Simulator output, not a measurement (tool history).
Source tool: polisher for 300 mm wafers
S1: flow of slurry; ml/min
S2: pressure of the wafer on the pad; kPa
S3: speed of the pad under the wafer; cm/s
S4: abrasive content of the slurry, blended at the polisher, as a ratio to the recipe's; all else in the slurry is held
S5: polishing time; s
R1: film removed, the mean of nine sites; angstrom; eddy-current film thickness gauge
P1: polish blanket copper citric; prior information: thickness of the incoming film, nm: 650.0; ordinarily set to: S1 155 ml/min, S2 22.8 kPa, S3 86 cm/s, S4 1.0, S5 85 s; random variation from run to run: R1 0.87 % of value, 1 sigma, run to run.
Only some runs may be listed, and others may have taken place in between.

| run | hour | S1 | S2 | S3 | S4 | S5 | R1 |
|---|---|---|---|---|---|---|---|
| 1 | 14.2 | 155 | 22.8 | 86 | 1.0 | 85 | 1795.50 |
| 2 | 27.4 | 155 | 22.8 | 86 | 0.5 | 85 | 1565.40 |
| 3 | 38.0 | 155 | 22.8 | 86 | 1.0 | 54 | 1162.00 |
| 4 | 48.1 | 155 | 22.8 | 86 | 1.0 | 85 | 1770.10 |
| 5 | 65.6 | 155 | 22.8 | 86 | 1.0 | 85 | 1793.00 |
| 6 | 78.3 | 110 | 22.8 | 86 | 1.0 | 85 | 1666.90 |
| 7 | 88.7 | 155 | 22.8 | 46 | 1.0 | 85 | 981.46 |
| 8 | 99.2 | 155 | 22.8 | 86 | 1.5 | 85 | 1965.20 |
| 9 | 117.3 | 240 | 22.8 | 86 | 1.0 | 85 | 1885.40 |
| 10 | 129.8 | 155 | 22.8 | 86 | 1.0 | 85 | 1808.20 |
| 11 | 140.9 | 155 | 29.6 | 86 | 1.0 | 85 | 2363.60 |
| 12 | 152.0 | 155 | 11.0 | 86 | 1.0 | 85 | 891.09 |
| 13 | 168.0 | 155 | 12.4 | 86 | 1.0 | 118 | 1396.00 |
| 14 | 180.5 | 155 | 22.8 | 116 | 1.0 | 85 | 2447.60 |
| 15 | 194.5 | 155 | 22.8 | 112 | 1.0 | 119 | 3287.30 |
| 16 | 210.7 | 95 | 22.8 | 86 | 1.0 | 113 | 2174.80 |
| 17 | 227.9 | 155 | 22.8 | 86 | 1.0 | 85 | 1793.10 |
| 18 | 239.9 | 155 | 22.8 | 86 | 1.0 | 125 | 2649.70 |
| 19 | 248.2 | 155 | 22.8 | 86 | 1.0 | 85 | 1823.20 |
| 20 | 262.0 | 155 | 22.8 | 86 | 1.0 | 85 | 1734.70 |
| 21 | 275.4 | 155 | 22.8 | 86 | 1.0 | 85 | 1679.10 |
|  | 285.0 | slurry blender recalibrated |
| 22 | 285.4 | 155 | 22.8 | 86 | 1.0 | 85 | 1670.10 |
|  | 296.0 | head pressure recalibrated |
| 23 | 296.1 | 155 | 22.8 | 86 | 1.0 | 85 | 1668.30 |

For run 24, what comes out?
| 24 | 311.1 | 155 | 22.8 | 86 | 1.0 | 85 | ? |

{"run 24": {"R1": 1645.5}}
